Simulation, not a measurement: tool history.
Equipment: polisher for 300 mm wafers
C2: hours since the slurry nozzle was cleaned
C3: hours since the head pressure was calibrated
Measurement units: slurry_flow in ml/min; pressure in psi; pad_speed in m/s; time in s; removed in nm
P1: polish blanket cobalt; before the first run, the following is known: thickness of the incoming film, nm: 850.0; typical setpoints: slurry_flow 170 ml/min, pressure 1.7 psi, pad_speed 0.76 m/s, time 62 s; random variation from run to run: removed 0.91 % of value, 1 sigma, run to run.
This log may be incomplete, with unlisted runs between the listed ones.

Run 1, hour 9.4: slurry_flow 170 ml/min, pressure 1.7 psi, pad_speed 0.76 m/s, time 62 s; wafers polished on this pad 246; C2 126.5; C3 291.5. Result: removed 207.800 nm.
Run 2, hour 23.5: slurry_flow 170 ml/min, pressure 1.7 psi, pad_speed 0.76 m/s, time 62 s; wafers polished on this pad 347; C2 140.6; C3 305.6. Result: removed 208.280 nm.
At hour 32.2: worn pad replaced by a new one.
Run 3, hour 41.2: slurry_flow 170 ml/min, pressure 1.7 psi, pad_speed 0.76 m/s, time 62 s; wafers polished on this pad 65; C2 158.3; C3 323.3. Result: removed 209.240 nm.
Run 4, hour 54.6: slurry_flow 170 ml/min, pressure 1.7 psi, pad_speed 0.76 m/s, time 62 s; wafers polished on this pad 161; C2 171.7; C3 336.7. Result: removed 210.880 nm.
Run 5, hour 70.1: slurry_flow 170 ml/min, pressure 1.7 psi, pad_speed 1.16 m/s, time 62 s; wafers polished on this pad 272; C2 187.2; C3 352.2. Result: removed 318.960 nm.
Run 6, hour 84.3: slurry_flow 170 ml/min, pressure 2.1 psi, pad_speed 0.76 m/s, time 62 s; wafers polished on this pad 373; C2 201.4; C3 366.4. Result: removed 257.900 nm.
Run 7, hour 96.6: slurry_flow 170 ml/min, pressure 1.1 psi, pad_speed 0.76 m/s, time 62 s; wafers polished on this pad 461; C2 213.7; C3 378.7. Result: removed 134.100 nm.
Run 8, hour 111.8: slurry_flow 260 ml/min, pressure 1.7 psi, pad_speed 0.76 m/s, time 62 s; wafers polished on this pad 570; C2 228.9; C3 393.9. Result: removed 220.830 nm.
Run 9, hour 127.9: slurry_flow 170 ml/min, pressure 1.7 psi, pad_speed 0.76 m/s, time 96 s; wafers polished on this pad 685; C2 245.0; C3 410.0. Result: removed 316.300 nm.
Run 10, hour 136.0: slurry_flow 170 ml/min, pressure 1.7 psi, pad_speed 0.76 m/s, time 62 s; wafers polished on this pad 743; C2 253.1; C3 418.1. Result: removed 203.880 nm.
Run 11, hour 145.3: slurry_flow 170 ml/min, pressure 1.7 psi, pad_speed 0.76 m/s, time 28 s; wafers polished on this pad 810; C2 262.4; C3 427.4. Result: removed 94.819 nm.
Run 12, hour 161.7: slurry_flow 100 ml/min, pressure 1.7 psi, pad_speed 0.76 m/s, time 62 s; wafers polished on this pad 927; C2 278.8; C3 443.8. Result: removed 186.400 nm.
Run 13, hour 172.1: slurry_flow 170 ml/min, pressure 1.7 psi, pad_speed 0.42 m/s, time 62 s; wafers polished on this pad 1002; C2 289.2; C3 454.2. Result: removed 115.680 nm.
Run 14, hour 188.7: slurry_flow 170 ml/min, pressure 1.7 psi, pad_speed 0.76 m/s, time 62 s; wafers polished on this pad 1120; C2 305.8; C3 470.8. Result: removed 209.840 nm.
Run 15, hour 204.9: slurry_flow 125 ml/min, pressure 1.7 psi, pad_speed 0.54 m/s, time 62 s; wafers polished on this pad 1236; C2 322.0; C3 487.0. Result: removed 138.250 nm.
Run 16, hour 212.6: slurry_flow 170 ml/min, pressure 1.7 psi, pad_speed 0.76 m/s, time 62 s; wafers polished on this pad 1292; C2 329.7; C3 494.7. Result: removed 209.160 nm.
Run 17, hour 226.2: slurry_flow 170 ml/min, pressure 1.7 psi, pad_speed 0.76 m/s, time 62 s; wafers polished on this pad 1389; C2 343.3; C3 508.3. Result: removed 199.100 nm.
Run 18, hour 235.0: slurry_flow 170 ml/min, pressure 1.7 psi, pad_speed 0.76 m/s, time 62 s; wafers polished on this pad 1452; C2 352.1; C3 517.1. Result: removed 197.780 nm.
Run 19, hour 252.4: slurry_flow 170 ml/min, pressure 1.7 psi, pad_speed 0.76 m/s, time 62 s; wafers polished on this pad 1576; C2 369.5; C3 534.5. Result: removed 196.130 nm.
Run 20, hour 264.6: slurry_flow 170 ml/min, pressure 1.7 psi, pad_speed 0.76 m/s, time 62 s; wafers polished on this pad 1664; C2 381.7; C3 546.7. Result: removed 189.410 nm.

The next listed run, before its measurement:
At hour 274.8: worn pad replaced by a new one.
Run 21, hour 279.2: slurry_flow 170 ml/min, pressure 1.7 psi, pad_speed 0.76 m/s, time 62 s; wafers polished on this pad 31; C2 396.3; C3 561.3. Result: removed ?.

{"run 21": {"removed": 187.66}}
